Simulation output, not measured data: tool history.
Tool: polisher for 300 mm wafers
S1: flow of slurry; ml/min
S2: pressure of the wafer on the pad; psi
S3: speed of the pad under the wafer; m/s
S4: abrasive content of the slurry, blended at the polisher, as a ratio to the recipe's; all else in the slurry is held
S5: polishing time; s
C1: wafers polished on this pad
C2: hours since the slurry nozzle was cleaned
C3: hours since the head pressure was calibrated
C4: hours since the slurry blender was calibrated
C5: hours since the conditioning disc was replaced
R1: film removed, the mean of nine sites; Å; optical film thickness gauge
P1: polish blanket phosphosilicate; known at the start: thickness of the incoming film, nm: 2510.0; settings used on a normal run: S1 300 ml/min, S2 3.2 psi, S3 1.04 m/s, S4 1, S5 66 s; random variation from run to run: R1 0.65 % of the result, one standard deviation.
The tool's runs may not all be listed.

run,hour,S1,S2,S3,S4,S5,C1,C2,C3,C4,C5,R1
1,5.9,300,3.2,1.04,1,66,319,112.4,167.7,49.7,95.1,6563.6
2,13.2,300,3.2,1.04,1,66,377,119.7,175,57,102.4,6531.1
3,22.4,300,3.2,1.64,1,66,449,128.9,184.2,66.2,111.6,9357.9
4,30.7,180,3.2,1.04,1,66,514,137.2,192.5,74.5,119.9,6157.3
# hour 32.8: slurry blender recalibrated
5,37,300,3.2,1.04,1,43,564,143.5,198.8,4.2,126.2,4243.8
6,41.2,300,1.4,1.04,1,66,597,147.7,203,8.4,130.4,2859.4
7,49.2,300,3.2,1.04,1,66,660,155.7,211,16.4,138.4,6431.3
8,57.6,300,3.2,1.04,1,66,726,164.1,219.4,24.8,146.8,6476.3
9,63,300,3.2,1.04,1.45,66,768,169.5,224.8,30.2,152.2,7569.9
10,70,300,4.1,1.04,1,66,823,176.5,231.8,37.2,159.2,8376.8
11,78.7,300,3.2,0.46,1,66,892,185.2,240.5,45.9,167.9,3394.8
12,86.5,300,3.2,1.04,1,66,953,193,248.3,53.7,175.7,6555.7
13,95.3,370,4.8,1.04,1,66,1022,201.8,257.1,62.5,184.5,9935
14,102.4,430,3.2,1.04,1,66,1078,208.9,264.2,69.6,191.6,6726.3
15,108.5,300,3.2,1.04,1,88,1126,215,270.3,75.7,197.7,8764.8
16,115,300,3.2,1.04,0.5,66,1177,221.5,276.8,82.2,204.2,4396.1
17,123.9,300,3.2,1.04,1,66,1247,230.4,285.7,91.1,213.1,6467.9
18,129.8,300,3.2,1.04,1,66,1294,236.3,291.6,97,219,6333.9
19,138.4,300,3.2,1.04,1,66,1361,244.9,300.2,105.6,227.6,6168
20,142.7,300,3.2,1.04,1,66,1395,249.2,304.5,109.9,231.9,6096.4

Run 21 is up next; what results do you expect?
# hour 149.3: worn pad replaced by a new one
21,150.1,300,3.2,1.04,1,66,6,256.6,311.9,117.3,239.3,?

Run 21 produced R1 5980.9 Å.

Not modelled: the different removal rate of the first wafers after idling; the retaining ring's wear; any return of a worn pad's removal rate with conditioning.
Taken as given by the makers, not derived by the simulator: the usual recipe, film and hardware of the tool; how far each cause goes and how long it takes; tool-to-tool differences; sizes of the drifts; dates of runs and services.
